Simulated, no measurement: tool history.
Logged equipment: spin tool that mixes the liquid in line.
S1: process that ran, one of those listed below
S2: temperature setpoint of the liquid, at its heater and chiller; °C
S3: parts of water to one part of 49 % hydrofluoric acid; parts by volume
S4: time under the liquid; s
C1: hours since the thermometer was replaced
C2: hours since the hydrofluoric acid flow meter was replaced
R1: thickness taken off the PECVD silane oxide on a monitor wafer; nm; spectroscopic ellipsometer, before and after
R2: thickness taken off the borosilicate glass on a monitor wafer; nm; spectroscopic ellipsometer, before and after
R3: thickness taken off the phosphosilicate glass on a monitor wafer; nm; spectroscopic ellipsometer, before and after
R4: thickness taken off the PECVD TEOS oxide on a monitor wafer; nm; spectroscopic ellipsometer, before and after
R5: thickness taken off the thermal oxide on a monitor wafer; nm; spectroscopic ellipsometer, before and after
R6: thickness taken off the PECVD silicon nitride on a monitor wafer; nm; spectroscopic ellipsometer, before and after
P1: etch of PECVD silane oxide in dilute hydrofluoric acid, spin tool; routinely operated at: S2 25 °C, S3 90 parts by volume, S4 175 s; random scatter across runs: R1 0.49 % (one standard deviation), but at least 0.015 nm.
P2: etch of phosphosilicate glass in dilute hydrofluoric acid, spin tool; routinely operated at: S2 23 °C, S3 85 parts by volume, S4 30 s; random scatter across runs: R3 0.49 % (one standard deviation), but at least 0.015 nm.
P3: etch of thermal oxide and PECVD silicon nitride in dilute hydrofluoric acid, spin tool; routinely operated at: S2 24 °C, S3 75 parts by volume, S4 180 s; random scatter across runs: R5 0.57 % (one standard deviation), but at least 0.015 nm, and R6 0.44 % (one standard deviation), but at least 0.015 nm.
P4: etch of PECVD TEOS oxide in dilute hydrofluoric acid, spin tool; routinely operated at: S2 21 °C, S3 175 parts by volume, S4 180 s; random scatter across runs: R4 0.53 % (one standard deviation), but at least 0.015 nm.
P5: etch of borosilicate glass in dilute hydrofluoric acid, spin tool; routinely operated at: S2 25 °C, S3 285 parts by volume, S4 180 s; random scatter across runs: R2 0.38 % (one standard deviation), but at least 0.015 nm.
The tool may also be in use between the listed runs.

run,hour,S1,S2,S3,S4,C1,C2,R1,R2,R3,R4,R5,R6
1,6.3,P1,25,90,175,379.9,475.9,48.887,,,,,
2,10.1,P1,25,90,175,383.7,479.7,48.859,,,,,
3,13.8,P5,25,285,15,387.4,483.4,,0.88859,,,,
4,19.9,P2,23,85,60,393.5,489.5,,,107.71,,,
5,24.1,P1,25,90,175,397.7,493.7,48.688,,,,,
6,28.1,P1,25,90,345,401.7,497.7,95.466,,,,,
7,32.6,P2,23,85,30,406.2,502.2,,,53.812,,,
8,36.1,P4,21,280,180,409.7,505.7,,,,4.1723,,
9,40.4,P5,17,285,180,414,510,,7.7805,,,,
10,43.6,P1,25,90,175,417.2,513.2,48.946,,,,,
11,47.9,P1,32.5,130,175,421.5,517.5,41.961,,,,,
12,52.5,P2,29.5,85,30,426.1,522.1,,,69.228,,,
13,58.7,P4,21,175,180,432.3,528.3,,,,7.4278,,
14,62.6,P2,23,50,30,436.2,532.2,,,95.894,,,
15,66.9,P4,17,175,180,440.5,536.5,,,,6.3882,,
16,70.6,P1,25,125,295,444.2,540.2,56.378,,,,,
17,74.5,P1,25,45,175,448.1,544.1,103.01,,,,,
18,80.3,P5,25,285,180,453.9,549.9,,10.396,,,,
19,84.8,P3,24,75,95,458.4,554.4,,,,,6.238,4.0956
20,91.4,P4,21,175,15,465,561,,,,0.63683,,
21,96.9,P5,25,285,180,470.5,566.5,,10.398,,,,
22,101.3,P1,25,90,175,474.9,570.9,48.297,,,,,
23,105.4,P3,24,75,180,479,575,,,,,11.914,7.6975
24,110.9,P3,17,75,180,484.5,580.5,,,,,8.7689,4.7757
25,115.6,P3,24,125,180,489.2,585.2,,,,,6.7088,4.6628
26,122.4,P1,25,90,175,496,592,48.476,,,,,
27,129.1,P1,25,90,50,502.7,598.7,13.948,,,,,
28,135.3,P1,21,90,175,508.9,604.9,41.189,,,,,
# hour 137.6: hydrofluoric acid flow meter replaced
29,138.9,P1,25,90,175,512.5,1.3,48.46,,,,,
30,142.9,P1,33,90,175,516.5,5.3,65.555,,,,,
31,146.2,P1,25,145,175,519.8,8.6,28.247,,,,,
32,151.1,P5,25,70,180,524.7,13.5,,54.499,,,,

For run 33, what comes out?
33,154.5,P1,20,160,175,528.1,16.9,?,,,,,

R1: 20.587 nm
